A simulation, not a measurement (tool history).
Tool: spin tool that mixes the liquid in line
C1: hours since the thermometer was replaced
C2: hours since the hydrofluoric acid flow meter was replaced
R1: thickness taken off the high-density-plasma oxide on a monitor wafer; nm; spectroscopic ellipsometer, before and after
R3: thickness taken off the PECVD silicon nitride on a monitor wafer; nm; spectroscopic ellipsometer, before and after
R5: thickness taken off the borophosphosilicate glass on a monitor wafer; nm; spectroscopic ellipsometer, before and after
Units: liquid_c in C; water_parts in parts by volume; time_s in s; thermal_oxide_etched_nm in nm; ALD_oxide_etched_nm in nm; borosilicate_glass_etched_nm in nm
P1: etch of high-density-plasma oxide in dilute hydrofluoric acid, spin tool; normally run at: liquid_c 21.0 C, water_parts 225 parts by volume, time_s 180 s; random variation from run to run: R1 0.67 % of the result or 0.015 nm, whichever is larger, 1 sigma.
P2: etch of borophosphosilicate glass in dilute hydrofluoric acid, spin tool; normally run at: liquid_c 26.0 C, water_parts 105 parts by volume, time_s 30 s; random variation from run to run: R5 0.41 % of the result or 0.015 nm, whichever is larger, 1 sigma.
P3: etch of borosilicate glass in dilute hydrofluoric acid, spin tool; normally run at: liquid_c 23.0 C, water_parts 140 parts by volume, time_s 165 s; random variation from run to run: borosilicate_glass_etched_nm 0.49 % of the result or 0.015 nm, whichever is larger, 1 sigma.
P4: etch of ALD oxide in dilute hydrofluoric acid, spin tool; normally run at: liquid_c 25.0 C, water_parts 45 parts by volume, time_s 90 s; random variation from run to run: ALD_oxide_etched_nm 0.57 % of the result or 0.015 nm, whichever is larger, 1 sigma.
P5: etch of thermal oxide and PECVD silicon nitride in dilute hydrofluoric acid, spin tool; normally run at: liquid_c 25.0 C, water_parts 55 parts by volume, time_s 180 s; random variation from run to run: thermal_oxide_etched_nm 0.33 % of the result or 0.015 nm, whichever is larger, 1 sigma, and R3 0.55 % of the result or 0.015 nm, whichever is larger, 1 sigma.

run 1 hour=8.0 | process=P1 liquid_c=21.0 water_parts=225 time_s=180 | C1=733.7 C2=1214.8 | R1=3.18390
run 2 hour=17.4 | process=P5 liquid_c=25.0 water_parts=55 time_s=15 | C1=743.1 C2=1224.2 | thermal_oxide_etched_nm=1.4838 R3=1.6776
run 3 hour=29.4 | process=P5 liquid_c=31.0 water_parts=55 time_s=180 | C1=755.1 C2=1236.2 | thermal_oxide_etched_nm=22.6520 R3=29.3780
run 4 hour=47.4 | process=P1 liquid_c=21.0 water_parts=70 time_s=180 | C1=773.1 C2=1254.2 | R1=12.08200
run 5 hour=56.7 | process=P4 liquid_c=25.0 water_parts=45 time_s=90 | C1=782.4 C2=1263.5 | ALD_oxide_etched_nm=25.0230
run 6 hour=73.7 | process=P2 liquid_c=20.0 water_parts=105 time_s=30 | C1=799.4 C2=1280.5 | R5=9.1971
run 7 hour=88.5 | process=P1 liquid_c=21.0 water_parts=225 time_s=15 | C1=814.2 C2=1295.3 | R1=0.25935
run 8 hour=104.2 | process=P4 liquid_c=33.0 water_parts=45 time_s=90 | C1=829.9 C2=1311.0 | ALD_oxide_etched_nm=33.9120
run 9 hour=119.4 | process=P3 liquid_c=27.5 water_parts=140 time_s=165 | C1=845.1 C2=1326.2 | borosilicate_glass_etched_nm=44.062
run 10 hour=136.8 | process=P3 liquid_c=23.0 water_parts=140 time_s=165 | C1=862.5 C2=1343.6 | borosilicate_glass_etched_nm=36.949
run 11 hour=153.1 | process=P1 liquid_c=21.0 water_parts=225 time_s=180 | C1=878.8 C2=1359.9 | R1=3.23410
run 12 hour=170.0 | process=P1 liquid_c=17.0 water_parts=225 time_s=180 | C1=895.7 C2=1376.8 | R1=2.70900
run 13 hour=181.2 | process=P3 liquid_c=23.0 water_parts=140 time_s=255 | C1=906.9 C2=1388.0 | borosilicate_glass_etched_nm=57.466
run 14 hour=198.9 | process=P1 liquid_c=21.0 water_parts=225 time_s=180 | C1=924.6 C2=1405.7 | R1=3.18970
run 15 hour=212.6 | process=P1 liquid_c=17.0 water_parts=225 time_s=15 | C1=938.3 C2=1419.4 | R1=0.22924
run 16 hour=225.1 | process=P1 liquid_c=21.0 water_parts=225 time_s=180 | C1=950.8 C2=1431.9 | R1=3.18190
run 17 hour=241.2 | process=P1 liquid_c=21.0 water_parts=225 time_s=305 | C1=966.9 C2=1448.0 | R1=5.36480
run 18 hour=250.4 | process=P2 liquid_c=26.0 water_parts=190 time_s=30 | C1=976.1 C2=1457.2 | R5=5.8698
run 19 hour=267.0 | process=P1 liquid_c=27.0 water_parts=225 time_s=180 | C1=992.7 C2=1473.8 | R1=3.96370
run 20 hour=275.1 | process=P5 liquid_c=25.0 water_parts=55 time_s=180 | C1=1000.8 C2=1481.9 | thermal_oxide_etched_nm=17.7930 R3=20.0290
run 21 hour=286.2 | process=P4 liquid_c=25.0 water_parts=20 time_s=90 | C1=1011.9 C2=1493.0 | ALD_oxide_etched_nm=58.2190
run 22 hour=298.7 | process=P1 liquid_c=21.0 water_parts=145 time_s=340 | C1=1024.4 C2=1505.5 | R1=10.11800
run 23 hour=312.1 | process=P3 liquid_c=23.0 water_parts=230 time_s=165 | C1=1037.8 C2=1518.9 | borosilicate_glass_etched_nm=20.550
run 24 hour=329.8 | process=P4 liquid_c=25.0 water_parts=45 time_s=30 | C1=1055.5 C2=1536.6 | ALD_oxide_etched_nm=8.3662
run 25 hour=347.3 | process=P1 liquid_c=21.0 water_parts=390 time_s=55 | C1=1073.0 C2=1554.1 | R1=0.49699
run 26 hour=360.6 | process=P3 liquid_c=23.0 water_parts=140 time_s=165 | C1=1086.3 C2=1567.4 | borosilicate_glass_etched_nm=37.114
run 27 hour=375.4 | process=P2 liquid_c=26.0 water_parts=105 time_s=30 | C1=1101.1 C2=1582.2 | R5=11.6870
run 28 hour=387.5 | process=P5 liquid_c=25.0 water_parts=80 time_s=180 | C1=1113.2 C2=1594.3 | thermal_oxide_etched_nm=11.8780 R3=13.7900
run 29 hour=403.7 | process=P1 liquid_c=21.0 water_parts=225 time_s=180 | C1=1129.4 C2=1610.5 | R1=3.20350
run 30 hour=417.0 | process=P1 liquid_c=21.0 water_parts=385 time_s=180 | C1=1142.7 C2=1623.8 | R1=1.62920
run 31 hour=429.3 | process=P2 liquid_c=26.0 water_parts=105 time_s=50 | C1=1155.0 C2=1636.1 | R5=19.5800

Forecast run 32:
run 32 hour=439.1 | process=P1 liquid_c=21.0 water_parts=225 time_s=180 | C1=1164.8 C2=1645.9 | R1=?

{"run 32": {"R1": 3.2123}}
